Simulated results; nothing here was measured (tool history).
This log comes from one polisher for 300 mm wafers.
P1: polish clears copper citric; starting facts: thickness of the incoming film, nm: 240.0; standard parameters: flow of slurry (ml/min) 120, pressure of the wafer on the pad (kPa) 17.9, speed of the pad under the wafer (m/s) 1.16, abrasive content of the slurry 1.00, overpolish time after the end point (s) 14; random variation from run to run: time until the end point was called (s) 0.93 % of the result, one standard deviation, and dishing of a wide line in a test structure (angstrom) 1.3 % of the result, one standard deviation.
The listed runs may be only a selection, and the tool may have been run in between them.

| run | hour | flow of slurry (ml/min) | pressure of the wafer on the pad (kPa) | speed of the pad under the wafer (m/s) | abrasive content of the slurry | overpolish time after the end point (s) | time until the end point was called (s) | dishing of a wide line in a test structure (angstrom) |
|---|---|---|---|---|---|---|---|---|
| 1 | 7.4 | 120 | 17.9 | 1.16 | 1.00 | 14 | 96.286 | 240.930 |
| 2 | 11.0 | 185 | 17.9 | 1.16 | 1.00 | 14 | 88.443 | 255.830 |
| 3 | 16.5 | 120 | 17.9 | 1.16 | 1.00 | 14 | 97.292 | 243.230 |
| 4 | 20.7 | 120 | 17.9 | 1.16 | 0.65 | 14 | 105.380 | 222.150 |
| 5 | 25.1 | 85 | 17.9 | 1.16 | 1.00 | 14 | 104.290 | 228.200 |
| 6 | 30.1 | 120 | 17.9 | 1.16 | 1.00 | 14 | 95.221 | 236.060 |
| 7 | 35.9 | 120 | 22.8 | 1.16 | 0.55 | 14 | 86.739 | 264.730 |
|  | 37.4 | slurry nozzle cleaned |
| 8 | 43.3 | 120 | 17.9 | 1.16 | 1.00 | 27 | 95.913 | 412.370 |
| 9 | 50.9 | 120 | 17.9 | 1.16 | 1.00 | 14 | 95.832 | 240.270 |
| 10 | 55.2 | 120 | 9.7 | 1.16 | 1.00 | 14 | 173.410 | 134.210 |
| 11 | 59.7 | 120 | 17.9 | 1.48 | 1.00 | 14 | 75.684 | 295.200 |
| 12 | 66.8 | 120 | 17.9 | 0.54 | 1.00 | 14 | 200.180 | 120.380 |
| 13 | 73.0 | 120 | 27.6 | 1.16 | 1.00 | 14 | 62.550 | 355.650 |
| 14 | 79.7 | 120 | 17.9 | 1.16 | 1.00 | 5 | 95.696 | 93.317 |
| 15 | 84.8 | 120 | 17.9 | 1.16 | 1.50 | 14 | 87.335 | 260.160 |
| 16 | 88.6 | 120 | 17.9 | 1.16 | 1.00 | 14 | 95.086 | 236.160 |
| 17 | 96.2 | 120 | 17.9 | 1.16 | 1.00 | 14 | 94.932 | 241.210 |
| 18 | 100.6 | 120 | 17.9 | 1.16 | 1.00 | 14 | 101.450 | 232.540 |
| 19 | 107.0 | 120 | 17.9 | 1.16 | 1.00 | 14 | 103.890 | 219.640 |
|  | 114.1 | slurry blender recalibrated |
| 20 | 114.6 | 120 | 17.9 | 1.16 | 1.00 | 14 | 106.920 | 218.720 |
| 21 | 121.1 | 120 | 17.9 | 1.16 | 1.00 | 14 | 107.330 | 222.800 |
|  | 121.4 | head pressure recalibrated |
| 22 | 126.9 | 120 | 17.9 | 1.16 | 1.00 | 14 | 107.970 | 214.520 |
| 23 | 134.7 | 120 | 17.9 | 1.16 | 1.00 | 14 | 107.260 | 219.510 |

P1 has crept away from where it was. The log is fitted equally well by each of these 2 causes, at the sizes shown:
A: slurry flow missing at the pad, % = 36.8
B: removal rate lost through wear of the pad, % = 11.4
The gradual shift began around hour 96.2.
Why every other cause is out:
head's pressure below its setpoint, %: serviced at hour 121.4, after the drift had started, without restoring the earlier output
abrasive missing from the slurry, %: serviced at hour 114.1, after the drift had started, without restoring the earlier output

4 check runs are offered, each on 5 wafers whose results are averaged, their results left as question marks. Which one tells the causes apart?
| check 1 | 142.5 | 120 | 26.9 | 1.46 | 1.00 | 14 | ? | ? |
| check 2 | 142.5 | 120 | 17.9 | 1.16 | 1.30 | 26 | ? | ? |
| check 3 | 142.5 | 90 | 17.9 | 0.68 | 1.00 | 14 | ? | ? |
| check 4 | 142.5 | 120 | 17.9 | 0.60 | 1.00 | 9 | ? | ? |

How each check would come out, cause by cause:
| check | result | if A | if B |
|---|---|---|---|
| check 1 | time until the end point was called (s) | 58.038 | 58.060 |
| check 1 | dishing of a wide line in a test structure (angstrom) | 378.380 | 378.260 |
| check 2 | time until the end point was called (s) | 102.330 | 102.370 |
| check 2 | dishing of a wide line in a test structure (angstrom) | 384.640 | 384.520 |
| check 3 | time until the end point was called (s) | 201.560 | 194.980 |
| check 3 | dishing of a wide line in a test structure (angstrom) | 121.570 | 125.440 |
| check 4 | time until the end point was called (s) | 204.880 | 204.960 |
| check 4 | dishing of a wide line in a test structure (angstrom) | 78.474 | 78.444 |
Per-check spread between the two closest causes, in the result where they differ most: check 1 0.04 %; check 2 0.04 %; check 3 3.32 %; check 4 0.04 %
Only in check 3 would the causes give clearly different results; in the remaining checks their results would be nearly the same.

Then check 3 was run and gave: time until the end point was called (s) 195.030; dishing of a wide line in a test structure (angstrom) 123.940. Which cause is it?

The correct cause is B, namely: removal rate lost through wear of the pad, %.
